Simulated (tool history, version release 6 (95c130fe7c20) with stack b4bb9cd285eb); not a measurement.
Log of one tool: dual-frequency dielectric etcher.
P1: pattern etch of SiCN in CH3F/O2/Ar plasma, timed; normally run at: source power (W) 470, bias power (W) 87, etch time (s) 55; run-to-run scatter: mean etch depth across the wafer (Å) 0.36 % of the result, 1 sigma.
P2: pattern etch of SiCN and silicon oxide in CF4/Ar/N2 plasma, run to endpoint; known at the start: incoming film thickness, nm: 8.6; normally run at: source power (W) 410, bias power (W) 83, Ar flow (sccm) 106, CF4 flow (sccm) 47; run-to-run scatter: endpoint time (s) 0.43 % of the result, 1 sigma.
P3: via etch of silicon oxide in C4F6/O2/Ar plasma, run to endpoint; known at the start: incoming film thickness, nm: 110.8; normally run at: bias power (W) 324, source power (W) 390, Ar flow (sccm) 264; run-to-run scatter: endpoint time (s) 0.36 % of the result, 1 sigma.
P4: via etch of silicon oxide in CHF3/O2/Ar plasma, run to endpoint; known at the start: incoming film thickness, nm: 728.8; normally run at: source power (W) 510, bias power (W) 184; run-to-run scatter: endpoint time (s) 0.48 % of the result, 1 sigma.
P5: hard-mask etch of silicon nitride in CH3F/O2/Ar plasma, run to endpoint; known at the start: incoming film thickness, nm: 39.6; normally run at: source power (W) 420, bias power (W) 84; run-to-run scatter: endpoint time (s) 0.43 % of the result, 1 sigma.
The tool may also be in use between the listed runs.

run,day,process that ran,source power (W),bias power (W),etch time (s),Ar flow (sccm),CF4 flow (sccm),hours since the last wet clean,hours since the last source power generator calibration,hours since the last bias power generator calibration,mean etch depth across the wafer (Å),endpoint time (s)
1,0.35,P1,470,87,55,,,382.7,652.8,1526.9,233.65,
2,0.958,P5,420,53,,,,397.3,667.4,1541.5,,61.795
3,1.554,P1,320,117,55,,,411.6,681.7,1555.8,225.88,
4,1.979,P4,320,184,,,,421.8,691.9,1566,,472.86
5,2.45,P2,410,104,,106,47,433.1,703.2,1577.3,,9.782
6,3.125,P5,420,84,,,,449.3,719.4,1593.5,,53.291
7,3.796,P2,490,83,,106,47,465.4,735.5,1609.6,,9.1039
8,4.392,P1,470,87,55,,,479.7,749.8,1623.9,233.36,
9,4.862,P1,470,87,79.5,,,491,761.1,1635.2,339.03,
10,5.458,P1,470,111,75.5,,,505.3,775.4,1649.5,350.04,
11,5.908,P1,470,87,55,,,516.1,786.2,1660.3,234.84,
12,6.604,P2,410,83,,77,47,532.8,802.9,1677,,10.198
13,7.083,P3,390,324,,374,,544.3,814.4,1688.5,,29.207
14,7.746,P3,390,324,,264,,560.2,830.3,1704.4,,28.098
15,8.438,P1,310,87,55,,,576.8,846.9,1721,200.55,
16,9.058,P3,390,224,,264,,591.7,861.8,1735.9,,31.832
17,9.542,P5,560,84,,,,603.3,873.4,1747.5,,47.667
18,10.242,P4,510,248,,,,620.1,890.2,1764.3,,359.45
19,10.625,P1,470,87,55,,,629.3,899.4,1773.5,233.61,
20,11.204,P1,470,87,34.5,,,643.2,913.3,1787.4,146.79,
21,11.638,P1,640,87,55,,,653.6,923.7,1797.8,262.34,
22,12.125,P1,470,109,55,,,665.3,935.4,1809.5,253.75,
23,12.55,P3,230,324,,264,,675.5,945.6,1819.7,,34.627
24,13.2,P1,470,54,55,,,691.1,961.2,1835.3,197.43,
25,13.9,P1,320,87,69,,,707.9,978,1852.1,254.24,
26,14.238,P1,470,87,55,,,716,986.1,1860.2,233.87,
27,14.804,P1,470,87,55,,,729.6,999.7,1873.8,232.73,
28,15.25,P2,410,83,,106,47,740.3,1010.4,1884.5,,10.613
29,15.867,P4,510,184,,,,755.1,1025.2,1899.3,,390.87
30,16.438,P2,410,83,,106,35,768.8,1038.9,1913,,11.191
31,16.779,P2,410,83,,106,47,777,1047.1,1921.2,,10.635
32,17.233,P1,470,87,55,,,787.9,1058,1932.1,232.85,
33,17.7,P1,470,87,55,,,799.1,1069.2,1943.3,231.72,
34,18.167,P1,470,87,55,,,810.3,1080.4,1954.5,230.62,
35,18.504,P1,470,87,55,,,818.4,1088.5,1962.6,230.64,
36,18.829,P1,470,87,55,,,826.2,1096.3,1970.4,231.28,
37,19.383,P1,470,87,55,,,839.5,1109.6,1983.7,229.22,
38,19.946,P1,470,87,55,,,853,1123.1,1997.2,229.69,
39,20.283,P1,470,87,55,,,861.1,1131.2,2005.3,229.77,
# day 20.879: wet clean of the chamber
40,20.988,P1,470,87,55,,,2.7,1148.1,2022.2,227.97,
41,21.65,P1,470,87,55,,,18.6,1164,2038.1,228.19,
42,22.062,P1,470,87,55,,,28.5,1173.9,2048,229.28,
43,22.583,P1,470,87,55,,,41,1186.4,2060.5,229.52,

What P1 gives has crept away from where it was. These 2 causes fit the log equally well, each at the size given:
A: bias power that arrives under what is set, % = 4.82
B: source power that arrives under what is set, % = 4.68
The creep began at about day 17.233.
Why every other cause is out:
chamber walls in a state that lowers the etch rate, %: serviced at day 20.879, which brought nothing back

4 check runs are offered, each on 2 wafers whose results are averaged, their results left as question marks. Which one tells the causes apart?
check 1,23.104,P2,410,83,,106,39,,,,,?
check 2,23.104,P5,560,64,,,,,,,,?
check 3,23.104,P3,240,324,,361,,,,,,?
check 4,23.104,P4,330,248,,,,,,,,?

What each check would give under each cause:
check,result,if A,if B
check 1,endpoint time (s),11.18,11.434
check 2,endpoint time (s),52.978,53.115
check 3,endpoint time (s),35.655,35.661
check 4,endpoint time (s),427.54,427.38
How far apart the two closest causes lie, in the result that separates them most: check 1 2.25 %; check 2 0.26 %; check 3 0.02 %; check 4 0.04 %
Only check 1 tells the causes apart: in the others they would give nearly the same result.

Check 1 was then run and gave: endpoint time (s) 11.389. Which cause is it?

It is B: source power that arrives under what is set, %.

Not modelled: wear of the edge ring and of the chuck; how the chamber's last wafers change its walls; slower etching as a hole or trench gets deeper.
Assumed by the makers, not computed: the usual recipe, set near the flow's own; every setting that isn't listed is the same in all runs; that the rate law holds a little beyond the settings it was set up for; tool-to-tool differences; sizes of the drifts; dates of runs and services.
